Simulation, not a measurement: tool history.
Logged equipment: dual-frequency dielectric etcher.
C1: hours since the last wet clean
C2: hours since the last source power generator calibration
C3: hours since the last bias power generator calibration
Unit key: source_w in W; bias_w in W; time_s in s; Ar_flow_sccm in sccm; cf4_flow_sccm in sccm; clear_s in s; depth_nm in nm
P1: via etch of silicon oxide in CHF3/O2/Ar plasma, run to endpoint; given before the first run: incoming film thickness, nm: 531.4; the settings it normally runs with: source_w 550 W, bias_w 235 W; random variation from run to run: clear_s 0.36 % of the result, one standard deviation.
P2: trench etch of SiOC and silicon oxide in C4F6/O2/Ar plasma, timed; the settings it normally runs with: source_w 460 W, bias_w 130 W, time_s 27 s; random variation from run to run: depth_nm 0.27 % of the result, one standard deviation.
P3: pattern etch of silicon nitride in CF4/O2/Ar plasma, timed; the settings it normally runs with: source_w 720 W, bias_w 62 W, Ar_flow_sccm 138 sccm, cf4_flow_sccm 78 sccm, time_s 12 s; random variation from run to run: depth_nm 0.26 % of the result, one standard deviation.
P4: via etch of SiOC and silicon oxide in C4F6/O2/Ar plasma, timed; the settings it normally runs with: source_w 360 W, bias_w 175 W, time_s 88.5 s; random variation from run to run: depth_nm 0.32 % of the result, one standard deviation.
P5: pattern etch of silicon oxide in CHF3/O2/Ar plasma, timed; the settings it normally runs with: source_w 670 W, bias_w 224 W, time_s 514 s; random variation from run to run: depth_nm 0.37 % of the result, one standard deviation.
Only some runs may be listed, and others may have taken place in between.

run 1 hour=3.9 | process=P1 source_w=550 bias_w=235 | C1=148.9 C2=2448.9 C3=1348.2 | clear_s=252.24
run 2 hour=6.4 | process=P4 source_w=360 bias_w=175 time_s=88.5 | C1=151.4 C2=2451.4 C3=1350.7 | depth_nm=95.709
run 3 hour=10 | process=P3 source_w=720 bias_w=62 time_s=12 Ar_flow_sccm=138 cf4_flow_sccm=98 | C1=155 C2=2455 C3=1354.3 | depth_nm=32.372
run 4 hour=14.1 | process=P4 source_w=360 bias_w=175 time_s=88.5 | C1=159.1 C2=2459.1 C3=1358.4 | depth_nm=95.546
run 5 hour=18.4 | process=P5 source_w=670 bias_w=224 time_s=758.5 | C1=163.4 C2=2463.4 C3=1362.7 | depth_nm=1698.1
run 6 hour=20.8 | process=P4 source_w=360 bias_w=135 time_s=88.5 | C1=165.8 C2=2465.8 C3=1365.1 | depth_nm=88.479
run 7 hour=22.9 | process=P4 source_w=360 bias_w=175 time_s=53 | C1=167.9 C2=2467.9 C3=1367.2 | depth_nm=57.385
run 8 hour=26 | process=P1 source_w=700 bias_w=235 | C1=171 C2=2471 C3=1370.3 | clear_s=232.79
run 9 hour=30.5 | process=P1 source_w=550 bias_w=235 | C1=175.5 C2=2475.5 C3=1374.8 | clear_s=252.61
run 10 hour=34.1 | process=P1 source_w=550 bias_w=235 | C1=179.1 C2=2479.1 C3=1378.4 | clear_s=252.35
run 11 hour=37.1 | process=P5 source_w=670 bias_w=224 time_s=514 | C1=182.1 C2=2482.1 C3=1381.4 | depth_nm=1159.7
run 12 hour=40.8 | process=P5 source_w=520 bias_w=224 time_s=514 | C1=185.8 C2=2485.8 C3=1385.1 | depth_nm=1046.3
run 13 hour=42.9 | process=P4 source_w=470 bias_w=175 time_s=88.5 | C1=187.9 C2=2487.9 C3=1387.2 | depth_nm=105.38
run 14 hour=45.2 | process=P1 source_w=550 bias_w=189 | C1=190.2 C2=2490.2 C3=1389.5 | clear_s=273.97
run 15 hour=49.2 | process=P2 source_w=560 bias_w=130 time_s=27 | C1=194.2 C2=2494.2 C3=1393.5 | depth_nm=55.429
run 16 hour=51.6 | process=P5 source_w=670 bias_w=308 time_s=514 | C1=196.6 C2=2496.6 C3=1395.9 | depth_nm=1281.2
run 17 hour=55.2 | process=P2 source_w=460 bias_w=130 time_s=20 | C1=200.2 C2=2500.2 C3=1399.5 | depth_nm=37.786
run 18 hour=58.4 | process=P3 source_w=720 bias_w=62 time_s=15.5 Ar_flow_sccm=138 cf4_flow_sccm=78 | C1=203.4 C2=2503.4 C3=1402.7 | depth_nm=40.538
run 19 hour=62.2 | process=P5 source_w=670 bias_w=224 time_s=514 | C1=207.2 C2=2507.2 C3=1406.5 | depth_nm=1149.6
run 20 hour=65.7 | process=P3 source_w=500 bias_w=62 time_s=12 Ar_flow_sccm=138 cf4_flow_sccm=78 | C1=210.7 C2=2510.7 C3=1410 | depth_nm=22.992
run 21 hour=69.4 | process=P1 source_w=550 bias_w=235 | C1=214.4 C2=2514.4 C3=1413.7 | clear_s=251.37
run 22 hour=71.4 | process=P1 source_w=550 bias_w=235 | C1=216.4 C2=2516.4 C3=1415.7 | clear_s=251.91

For run 23, what comes out?
run 23 hour=74.7 | process=P1 source_w=670 bias_w=155 | C1=219.7 C2=2519.7 C3=1419 | clear_s=?

{"run 23": {"clear_s": 269.19}}

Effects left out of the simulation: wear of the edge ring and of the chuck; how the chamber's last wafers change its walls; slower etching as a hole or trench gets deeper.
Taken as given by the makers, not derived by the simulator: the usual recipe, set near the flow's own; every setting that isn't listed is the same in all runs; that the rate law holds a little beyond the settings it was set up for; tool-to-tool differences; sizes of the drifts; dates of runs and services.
